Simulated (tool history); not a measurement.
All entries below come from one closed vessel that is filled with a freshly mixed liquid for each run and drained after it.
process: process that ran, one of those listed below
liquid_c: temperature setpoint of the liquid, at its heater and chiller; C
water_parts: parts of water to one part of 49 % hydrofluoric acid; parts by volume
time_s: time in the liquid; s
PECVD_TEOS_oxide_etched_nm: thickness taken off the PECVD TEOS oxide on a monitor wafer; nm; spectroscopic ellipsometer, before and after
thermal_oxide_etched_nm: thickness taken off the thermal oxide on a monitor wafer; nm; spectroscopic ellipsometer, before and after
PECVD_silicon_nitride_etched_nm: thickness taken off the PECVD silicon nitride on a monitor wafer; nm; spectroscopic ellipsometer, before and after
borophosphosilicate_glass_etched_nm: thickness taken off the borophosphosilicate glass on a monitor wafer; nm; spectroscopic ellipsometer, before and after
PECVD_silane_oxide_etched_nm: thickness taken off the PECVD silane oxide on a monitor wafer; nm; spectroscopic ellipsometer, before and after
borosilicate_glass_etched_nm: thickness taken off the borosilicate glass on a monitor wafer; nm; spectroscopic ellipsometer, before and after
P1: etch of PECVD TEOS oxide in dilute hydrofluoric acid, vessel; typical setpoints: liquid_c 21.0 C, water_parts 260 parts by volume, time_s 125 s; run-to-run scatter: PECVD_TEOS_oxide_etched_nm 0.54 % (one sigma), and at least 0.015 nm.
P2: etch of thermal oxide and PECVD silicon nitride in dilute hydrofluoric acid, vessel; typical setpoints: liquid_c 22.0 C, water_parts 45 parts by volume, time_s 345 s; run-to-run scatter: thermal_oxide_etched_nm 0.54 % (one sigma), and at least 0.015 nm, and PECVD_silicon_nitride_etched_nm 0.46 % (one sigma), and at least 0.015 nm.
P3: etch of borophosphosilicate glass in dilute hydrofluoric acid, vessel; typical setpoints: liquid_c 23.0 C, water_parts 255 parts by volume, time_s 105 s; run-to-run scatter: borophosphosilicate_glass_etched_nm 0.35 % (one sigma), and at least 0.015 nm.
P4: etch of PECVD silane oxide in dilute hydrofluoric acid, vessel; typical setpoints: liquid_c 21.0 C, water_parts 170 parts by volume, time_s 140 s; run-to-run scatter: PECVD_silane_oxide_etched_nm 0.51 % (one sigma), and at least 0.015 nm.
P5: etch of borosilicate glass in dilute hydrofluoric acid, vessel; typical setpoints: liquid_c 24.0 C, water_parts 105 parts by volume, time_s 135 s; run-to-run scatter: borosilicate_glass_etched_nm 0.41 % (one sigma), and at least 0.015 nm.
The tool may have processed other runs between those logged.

run,hour,process,liquid_c,water_parts,time_s,hours since the thermometer was replaced,hours since the hydrofluoric acid flow meter was replaced,PECVD_TEOS_oxide_etched_nm,thermal_oxide_etched_nm,PECVD_silicon_nitride_etched_nm,borophosphosilicate_glass_etched_nm,PECVD_silane_oxide_etched_nm,borosilicate_glass_etched_nm
1,6.5,P1,21.0,260,125,539.4,672.2,5.3946,,,,,
2,18.1,P2,26.5,45,345,551.0,683.8,,44.922,15.243,,,
3,28.0,P3,23.0,255,35,560.9,693.7,,,,3.6517,,
4,35.0,P4,21.0,170,30,567.9,700.7,,,,,3.2179,
5,42.8,P4,21.0,75,140,575.7,708.5,,,,,37.7810,
6,54.6,P1,21.0,260,125,587.5,720.3,5.4125,,,,,
7,65.9,P1,27.5,260,125,598.8,731.6,6.8130,,,,,
8,79.3,P5,24.0,105,135,612.2,745.0,,,,,,33.223
9,86.2,P1,27.0,260,75,619.1,751.9,4.0469,,,,,
10,96.6,P5,32.0,105,135,629.5,762.3,,,,,,44.966
11,108.5,P3,23.0,255,105,641.4,774.2,,,,11.0020,,
12,118.0,P4,21.0,170,140,650.9,783.7,,,,,14.9780,
13,125.9,P1,21.0,260,125,658.8,791.6,5.3749,,,,,
14,137.5,P5,24.0,105,250,670.4,803.2,,,,,,61.112
15,143.9,P1,21.0,260,125,676.8,809.6,5.3682,,,,,
16,156.4,P1,21.0,370,40,689.3,822.1,1.0873,,,,,
17,170.0,P4,21.0,170,140,702.9,835.7,,,,,15.1110,
18,179.0,P1,21.0,260,195,711.9,844.7,8.4280,,,,,
19,193.3,P1,17.0,260,210,726.2,859.0,7.7525,,,,,
20,202.9,P2,22.0,25,345,735.8,868.6,,68.881,19.843,,,
21,213.4,P3,23.0,460,105,746.3,879.1,,,,5.0694,,
22,222.4,P1,21.0,460,125,755.3,888.1,2.5562,,,,,
23,235.7,P1,21.0,260,125,768.6,901.4,5.4553,,,,,
24,243.7,P4,17.0,170,140,776.6,909.4,,,,,12.8200,
25,256.1,P1,21.0,260,40,789.0,921.8,1.7323,,,,,
26,270.3,P3,28.5,255,105,803.2,936.0,,,,13.3070,,
27,279.0,P2,22.0,45,555,811.9,944.7,,59.822,18.069,,,
28,288.9,P2,22.0,45,345,821.8,954.6,,37.341,11.219,,,
29,299.0,P1,21.0,55,125,831.9,964.7,31.7090,,,,,
30,309.1,P1,17.0,260,125,842.0,974.8,4.5991,,,,,
31,319.8,P5,24.0,25,135,852.7,985.5,,,,,,154.060
32,329.9,P1,21.0,260,125,862.8,995.6,5.3903,,,,,
33,337.1,P1,21.0,260,125,870.0,1002.8,5.4978,,,,,
34,345.9,P1,21.0,260,125,878.8,1011.6,5.5622,,,,,
35,358.1,P1,21.0,260,125,891.0,1023.8,5.6978,,,,,
36,366.2,P1,21.0,260,125,899.1,1031.9,5.6964,,,,,
37,372.9,P1,21.0,260,125,905.8,1038.6,5.7081,,,,,
38,384.7,P1,21.0,260,125,917.6,1050.4,5.7433,,,,,
39,395.4,P1,21.0,260,125,928.3,1061.1,5.7522,,,,,
40,405.5,P1,21.0,260,125,938.4,1071.2,5.7876,,,,,
41,417.8,P1,21.0,260,125,950.7,1083.5,5.7403,,,,,
42,430.8,P1,21.0,260,125,963.7,1096.5,5.7360,,,,,

What P1 gives has crept off from where it sat before. The 2 causes that follow fit the log equally well, each at the size noted:
A: hydrofluoric acid flow above the setpoint (%) = 4.91
B: liquid hotter than its thermometer reads (K) = 1.64
The creep began at about hour 329.9.

Of the 4 check runs listed below, each run on one wafer and each result written as a question mark, which would let you distinguish the listed causes because they would give clearly different results?
check 1,443.8,P3,23.0,255,105,,,,,,?,,
check 2,443.8,P4,21.0,170,140,,,,,,,?,
check 3,443.8,P5,24.0,105,135,,,,,,,,?
check 4,443.8,P2,22.0,45,345,,,,?,?,,,

Predicted outcomes, by check and by cause:
check,result,if A,if B
check 1,borophosphosilicate_glass_etched_nm,11.6370,11.6230
check 2,PECVD_silane_oxide_etched_nm,15.8850,15.9970
check 3,borosilicate_glass_etched_nm,34.912,35.275
check 4,thermal_oxide_etched_nm,39.320,40.022
check 4,PECVD_silicon_nitride_etched_nm,11.785,12.578
Distance between the nearest two causes, measured in the result of the check that separates them most: check 1 0.12 %; check 2 0.7 %; check 3 1.04 %; check 4 6.51 %
Check 4 distinguishes between the causes, while the remaining checks would return nearly the same result for all of them.

The results of check 4 are: thermal_oxide_etched_nm 40.032 nm; PECVD_silicon_nitride_etched_nm 12.657 nm. Based on these, which of the listed causes is it?

Of the candidate causes, it is B: liquid hotter than its thermometer reads (K).
